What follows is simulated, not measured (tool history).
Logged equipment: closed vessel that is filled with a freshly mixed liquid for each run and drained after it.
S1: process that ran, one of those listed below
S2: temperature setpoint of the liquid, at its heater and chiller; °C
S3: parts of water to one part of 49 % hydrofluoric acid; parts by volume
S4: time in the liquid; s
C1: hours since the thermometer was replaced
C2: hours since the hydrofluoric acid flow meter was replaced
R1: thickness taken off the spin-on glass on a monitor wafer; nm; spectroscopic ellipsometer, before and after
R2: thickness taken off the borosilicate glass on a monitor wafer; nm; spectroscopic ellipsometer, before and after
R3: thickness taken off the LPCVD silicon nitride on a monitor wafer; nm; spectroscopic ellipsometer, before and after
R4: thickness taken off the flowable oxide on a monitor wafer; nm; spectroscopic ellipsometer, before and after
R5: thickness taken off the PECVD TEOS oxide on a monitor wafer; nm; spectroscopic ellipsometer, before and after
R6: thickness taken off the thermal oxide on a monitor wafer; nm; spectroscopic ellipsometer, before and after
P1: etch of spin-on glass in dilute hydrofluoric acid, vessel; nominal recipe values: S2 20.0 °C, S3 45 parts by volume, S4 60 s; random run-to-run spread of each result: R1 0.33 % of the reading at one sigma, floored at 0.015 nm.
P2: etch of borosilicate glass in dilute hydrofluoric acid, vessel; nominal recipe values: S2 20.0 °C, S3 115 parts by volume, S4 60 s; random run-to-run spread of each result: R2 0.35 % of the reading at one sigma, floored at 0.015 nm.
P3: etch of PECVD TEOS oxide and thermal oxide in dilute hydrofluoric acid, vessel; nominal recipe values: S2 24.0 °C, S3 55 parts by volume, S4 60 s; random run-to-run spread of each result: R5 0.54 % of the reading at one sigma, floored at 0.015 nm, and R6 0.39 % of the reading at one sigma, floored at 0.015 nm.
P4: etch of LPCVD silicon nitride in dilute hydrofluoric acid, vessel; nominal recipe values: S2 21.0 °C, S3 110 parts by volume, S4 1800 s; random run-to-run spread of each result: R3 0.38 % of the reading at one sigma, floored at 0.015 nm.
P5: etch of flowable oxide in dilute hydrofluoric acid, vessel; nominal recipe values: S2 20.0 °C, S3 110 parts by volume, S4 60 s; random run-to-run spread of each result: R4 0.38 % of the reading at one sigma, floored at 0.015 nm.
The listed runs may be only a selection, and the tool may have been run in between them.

run	hour	S1	S2	S3	S4	C1	C2	R1	R2	R3	R4	R5	R6
1	2.6	P1	20.0	45	60	517.7	560.1	56.274					
2	7.4	P2	20.0	115	60	522.5	564.9		16.3900				
3	11.9	P4	21.0	35	1800	527.0	569.4			23.39700			
4	14.7	P2	20.0	25	60	529.8	572.2		83.8050				
5	17.5	P4	21.0	110	40	532.6	575.0			0.18008			
# hour 18.2: thermometer replaced
6	21.7	P5	20.0	160	60	3.6	579.2				13.221		
7	25.1	P3	24.0	55	60	7.0	582.6					32.742	5.4584
8	29.3	P5	20.0	110	105	11.2	586.8				35.665		
9	31.8	P1	20.0	30	60	13.7	589.3	86.038					
10	34.8	P3	24.0	95	60	16.7	592.3					18.143	3.0201
11	39.3	P2	20.0	115	60	21.2	596.8		16.4090				
12	44.1	P1	20.0	45	60	26.0	601.6	56.302					
13	47.0	P1	20.0	45	60	28.9	604.5	55.881					
14	51.6	P5	20.0	110	60	33.5	609.1				20.322		
15	54.8	P1	20.0	45	110	36.7	612.3	103.730					
16	57.8	P1	20.0	30	30	39.7	615.3	42.796					
17	62.1	P1	20.0	45	60	44.0	619.6	56.351					
18	64.8	P3	31.5	55	60	46.7	622.3					44.309	7.3992
19	67.1	P1	25.0	45	60	49.0	624.6	69.188					
20	71.9	P1	17.0	45	60	53.8	629.4	49.466					
21	74.4	P2	20.0	115	35	56.3	631.9		9.6552				
22	77.0	P3	24.0	55	60	58.9	634.5					32.782	5.4873
23	80.0	P3	24.0	55	30	61.9	637.5					16.502	2.7593
24	82.4	P1	20.0	45	35	64.3	639.9	32.850					
25	86.4	P1	20.0	80	60	68.3	643.9	30.229					
26	89.2	P4	21.0	110	1800	71.1	646.7			7.60280			
27	93.7	P1	20.0	45	60	75.6	651.2	55.990					
28	97.7	P2	17.0	115	60	79.6	655.2		14.5870				
29	101.1	P5	27.5	110	60	83.0	658.6				27.381		
30	104.6	P1	20.0	45	60	86.5	662.1	56.040					
31	108.9	P4	28.0	110	1800	90.8	666.4			12.00100			
32	113.0	P1	20.0	45	60	94.9	670.5	56.179					
33	116.0	P1	20.0	45	60	97.9	673.5	57.365					
34	118.6	P1	20.0	45	60	100.5	676.1	58.167					
35	123.3	P1	20.0	45	60	105.2	680.8	58.991					
36	126.3	P1	20.0	45	60	108.2	683.8	58.849					
37	130.0	P1	20.0	45	60	111.9	687.5	59.511					
38	132.9	P1	20.0	45	60	114.8	690.4	59.929					
39	135.5	P1	20.0	45	60	117.4	693.0	59.780					
40	138.2	P1	20.0	45	60	120.1	695.7	59.701					
41	140.5	P1	20.0	45	60	122.4	698.0	59.581					
42	143.8	P1	20.0	45	60	125.7	701.3	60.249					
43	147.4	P1	20.0	45	60	129.3	704.9	59.832					

P1 no longer gives what it gave before; its output has crept away from where it was. The following 2 causes, each at its listed size, fit the log equally well:
A: hydrofluoric acid flow above the setpoint (%) = 6.37
B: liquid hotter than its thermometer reads (K) = 1.54
The onset of the drift is placed at about hour 113.0.

Each of the 4 check runs below uses one wafer; its results are left as question marks. Which run tells the causes apart?
check 1	151.0	P5	23.0	110	60						?		
check 2	151.0	P3	29.0	55	60							?	?
check 3	151.0	P2	17.0	25	60				?				
check 4	151.0	P4	21.0	65	1800					?			

What each check would give under each cause:
check	result	if A	if B
check 1	R4	24.636	24.418
check 2	R5	42.987	42.716
check 2	R6	7.1416	7.0965
check 3	R2	78.4650	78.7960
check 4	R3	13.56900	14.18800
How far apart the two closest causes lie, in the result that separates them most: check 1 0.89 %; check 2 0.63 %; check 3 0.42 %; check 4 4.46 %
Check 4 tells the causes apart: in the others they would give nearly the same result.

After running check 4, the following was obtained: R3 14.27100 nm. Which cause does this point to?

The correct cause is B, namely: liquid hotter than its thermometer reads (K).
